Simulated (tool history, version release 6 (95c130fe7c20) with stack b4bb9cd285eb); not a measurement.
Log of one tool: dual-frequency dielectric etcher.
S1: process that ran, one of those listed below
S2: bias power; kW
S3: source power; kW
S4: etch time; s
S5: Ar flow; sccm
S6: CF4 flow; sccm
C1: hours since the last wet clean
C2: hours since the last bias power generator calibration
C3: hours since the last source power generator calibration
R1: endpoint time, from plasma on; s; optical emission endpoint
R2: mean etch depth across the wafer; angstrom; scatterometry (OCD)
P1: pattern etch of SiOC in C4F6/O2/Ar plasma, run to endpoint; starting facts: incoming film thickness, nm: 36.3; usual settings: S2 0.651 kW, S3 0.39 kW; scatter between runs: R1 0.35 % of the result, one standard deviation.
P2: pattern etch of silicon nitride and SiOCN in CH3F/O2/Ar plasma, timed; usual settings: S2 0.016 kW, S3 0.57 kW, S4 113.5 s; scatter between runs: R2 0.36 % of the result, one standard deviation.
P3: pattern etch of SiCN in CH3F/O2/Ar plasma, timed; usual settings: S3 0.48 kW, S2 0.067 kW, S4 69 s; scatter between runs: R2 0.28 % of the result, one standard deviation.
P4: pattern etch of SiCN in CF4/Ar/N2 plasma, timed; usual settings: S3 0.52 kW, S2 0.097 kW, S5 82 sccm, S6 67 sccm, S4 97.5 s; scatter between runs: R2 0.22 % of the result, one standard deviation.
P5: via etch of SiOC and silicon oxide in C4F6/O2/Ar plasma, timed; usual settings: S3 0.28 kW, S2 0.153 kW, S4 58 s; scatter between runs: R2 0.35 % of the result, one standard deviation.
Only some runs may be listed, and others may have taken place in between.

Run 1, hour 9.2: S1 P1, S2 0.651 kW, S3 0.39 kW; C1 212.6; C2 514.7; C3 512.5. Result: R1 10.745 s.
Run 2, hour 17.2: S1 P1, S2 0.651 kW, S3 0.39 kW; C1 220.6; C2 522.7; C3 520.5. Result: R1 10.794 s.
Run 3, hour 24.9: S1 P5, S2 0.153 kW, S3 0.28 kW, S4 83.5 s; C1 228.3; C2 530.4; C3 528.2. Result: R2 756.77 angstrom.
Run 4, hour 34.7: S1 P4, S2 0.097 kW, S3 0.52 kW, S4 97.5 s, S5 99 sccm, S6 67 sccm; C1 238.1; C2 540.2; C3 538. Result: R2 1056.3 angstrom.
At hour 37.3: wet clean of the chamber.
Run 5, hour 48.3: S1 P5, S2 0.153 kW, S3 0.19 kW, S4 58 s; C1 11.1; C2 553.8; C3 551.6. Result: R2 453.91 angstrom.
Run 6, hour 63.6: S1 P2, S2 0.016 kW, S3 0.57 kW, S4 113.5 s; C1 26.4; C2 569.1; C3 566.9. Result: R2 148.53 angstrom.
Run 7, hour 70.5: S1 P1, S2 0.651 kW, S3 0.39 kW; C1 33.3; C2 576; C3 573.8. Result: R1 10.835 s.
Run 8, hour 83.5: S1 P1, S2 0.468 kW, S3 0.39 kW; C1 46.3; C2 589; C3 586.8. Result: R1 12.364 s.
Run 9, hour 98: S1 P4, S2 0.097 kW, S3 0.52 kW, S4 124.5 s, S5 82 sccm, S6 67 sccm; C1 60.8; C2 603.5; C3 601.3. Result: R2 1381.9 angstrom.
Run 10, hour 111.8: S1 P3, S2 0.083 kW, S3 0.48 kW, S4 69 s; C1 74.6; C2 617.3; C3 615.1. Result: R2 287.7 angstrom.
Run 11, hour 120.1: S1 P1, S2 0.651 kW, S3 0.39 kW; C1 82.9; C2 625.6; C3 623.4. Result: R1 10.819 s.
Run 12, hour 127.7: S1 P3, S2 0.067 kW, S3 0.48 kW, S4 69 s; C1 90.5; C2 633.2; C3 631. Result: R2 268.32 angstrom.
Run 13, hour 134.8: S1 P4, S2 0.079 kW, S3 0.52 kW, S4 97.5 s, S5 82 sccm, S6 67 sccm; C1 97.6; C2 640.3; C3 638.1. Result: R2 1007.1 angstrom.
Run 14, hour 144.1: S1 P4, S2 0.097 kW, S3 0.52 kW, S4 97.5 s, S5 82 sccm, S6 67 sccm; C1 106.9; C2 649.6; C3 647.4. Result: R2 1083.9 angstrom.
Run 15, hour 159.2: S1 P1, S2 0.651 kW, S3 0.24 kW; C1 122; C2 664.7; C3 662.5. Result: R1 12.867 s.
Run 16, hour 171: S1 P2, S2 0.01 kW, S3 0.57 kW, S4 113.5 s; C1 133.8; C2 676.5; C3 674.3. Result: R2 125.27 angstrom.
Run 17, hour 178.9: S1 P4, S2 0.097 kW, S3 0.52 kW, S4 97.5 s, S5 82 sccm, S6 67 sccm; C1 141.7; C2 684.4; C3 682.2. Result: R2 1080.4 angstrom.
Run 18, hour 187.8: S1 P4, S2 0.097 kW, S3 0.39 kW, S4 97.5 s, S5 82 sccm, S6 67 sccm; C1 150.6; C2 693.3; C3 691.1. Result: R2 841.82 angstrom.
Run 19, hour 196: S1 P2, S2 0.016 kW, S3 0.57 kW, S4 156 s; C1 158.8; C2 701.5; C3 699.3. Result: R2 205.24 angstrom.
Run 20, hour 202.7: S1 P3, S2 0.067 kW, S3 0.48 kW, S4 90 s; C1 165.5; C2 708.2; C3 706. Result: R2 348.96 angstrom.
Run 21, hour 211.2: S1 P2, S2 0.016 kW, S3 0.7 kW, S4 113.5 s; C1 174; C2 716.7; C3 714.5. Result: R2 159.99 angstrom.
Run 22, hour 222.6: S1 P2, S2 0.016 kW, S3 0.57 kW, S4 113.5 s; C1 185.4; C2 728.1; C3 725.9. Result: R2 147.79 angstrom.
Run 23, hour 229.7: S1 P3, S2 0.067 kW, S3 0.48 kW, S4 69 s; C1 192.5; C2 735.2; C3 733. Result: R2 266.27 angstrom.
Run 24, hour 236.8: S1 P4, S2 0.097 kW, S3 0.52 kW, S4 97.5 s, S5 82 sccm, S6 44 sccm; C1 199.6; C2 742.3; C3 740.1. Result: R2 1023.7 angstrom.
Run 25, hour 244.3: S1 P5, S2 0.153 kW, S3 0.28 kW, S4 58 s; C1 207.1; C2 749.8; C3 747.6. Result: R2 526.94 angstrom.
Run 26, hour 254: S1 P1, S2 0.906 kW, S3 0.39 kW; C1 216.8; C2 759.5; C3 757.3. Result: R1 9.4689 s.
Run 27, hour 261: S1 P1, S2 0.651 kW, S3 0.39 kW; C1 223.8; C2 766.5; C3 764.3. Result: R1 10.841 s.
Run 28, hour 267.7: S1 P3, S2 0.067 kW, S3 0.6 kW, S4 69 s; C1 230.5; C2 773.2; C3 771. Result: R2 291.67 angstrom.
Run 29, hour 282.8: S1 P1, S2 0.505 kW, S3 0.5 kW; C1 245.6; C2 788.3; C3 786.1. Result: R1 10.809 s.
At hour 294.1: bias power generator calibrated.
Run 30, hour 296.6: S1 P5, S2 0.097 kW, S3 0.28 kW, S4 58 s; C1 259.4; C2 2.5; C3 799.9. Result: R2 459.15 angstrom.
Run 31, hour 307.6: S1 P1, S2 0.651 kW, S3 0.39 kW; C1 270.4; C2 13.5; C3 810.9. Result: R1 10.737 s.
Run 32, hour 318: S1 P1, S2 0.651 kW, S3 0.39 kW; C1 280.8; C2 23.9; C3 821.3. Result: R1 10.822 s.
Run 33, hour 331.6: S1 P1, S2 0.651 kW, S3 0.52 kW; C1 294.4; C2 37.5; C3 834.9. Result: R1 9.7278 s.
Run 34, hour 344.5: S1 P1, S2 0.651 kW, S3 0.39 kW; C1 307.3; C2 50.4; C3 847.8. Result: R1 10.819 s.
Run 35, hour 358.2: S1 P1, S2 0.651 kW, S3 0.39 kW; C1 321; C2 64.1; C3 861.5. Result: R1 10.928 s.
Run 36, hour 371: S1 P1, S2 0.651 kW, S3 0.39 kW; C1 333.8; C2 76.9; C3 874.3. Result: R1 10.929 s.
Run 37, hour 377.7: S1 P1, S2 0.651 kW, S3 0.39 kW; C1 340.5; C2 83.6; C3 881. Result: R1 10.964 s.
Run 38, hour 385.5: S1 P1, S2 0.651 kW, S3 0.39 kW; C1 348.3; C2 91.4; C3 888.8. Result: R1 10.926 s.
At hour 395.2: wet clean of the chamber.
Run 39, hour 397.8: S1 P1, S2 0.651 kW, S3 0.39 kW; C1 2.7; C2 103.7; C3 901.1. Result: R1 11.046 s.
Run 40, hour 412.3: S1 P1, S2 0.651 kW, S3 0.39 kW; C1 17.2; C2 118.2; C3 915.6. Result: R1 10.92 s.
Run 41, hour 426.2: S1 P1, S2 0.651 kW, S3 0.39 kW; C1 31.1; C2 132.1; C3 929.5. Result: R1 11.01 s.
Run 42, hour 436.2: S1 P1, S2 0.651 kW, S3 0.39 kW; C1 41.1; C2 142.1; C3 939.5. Result: R1 11.035 s.
Run 43, hour 449: S1 P1, S2 0.651 kW, S3 0.39 kW; C1 53.9; C2 154.9; C3 952.3. Result: R1 11.011 s.

P1 no longer gives what it gave before; its output has crept away from where it was. The following 2 causes, each at its listed size, fit the log equally well:
A: bias power that arrives under what is set, % = 4.49
B: source power that arrives under what is set, % = 4.75
The gradual shift began around hour 344.5.
Ruled out, with reasons:
chamber walls in a state that lowers the etch rate, %: serviced after onset, at hour 395.2, with no recovery of the prior output

Which of the 4 check runs listed below separates the causes, so that each cause would produce a clearly different result? Each run uses one wafer, and its results are marked with question marks.
Run check 1, hour 461.8: S1 P5, S2 0.153 kW, S3 0.28 kW, S4 58 s. Result: R2 ?.
Run check 2, hour 461.8: S1 P3, S2 0.067 kW, S3 0.48 kW, S4 69 s. Result: R2 ?.
Run check 3, hour 461.8: S1 P4, S2 0.097 kW, S3 0.52 kW, S4 97.5 s, S5 82 sccm, S6 67 sccm. Result: R2 ?.
Run check 4, hour 461.8: S1 P2, S2 0.016 kW, S3 0.57 kW, S4 113.5 s. Result: R2 ?.

How each check would come out, cause by cause:
  check  result    if A    if B
check 1      R2  519.64  517.42
check 2      R2  263.65  262.92
check 3      R2  1065.6    1038
check 4      R2  145.82   145.9
Per-check spread between the two closest causes, in the result where they differ most: check 1 0.43 %; check 2 0.28 %; check 3 2.63 %; check 4 0.06 %
Of the check runs offered, only check 3 discriminates between the causes; the rest would read about the same regardless of which cause applies.

Here is what check 3 returned: R2 1040.1 angstrom. Which cause is it?

Of the candidate causes, it is B: source power that arrives under what is set, %.
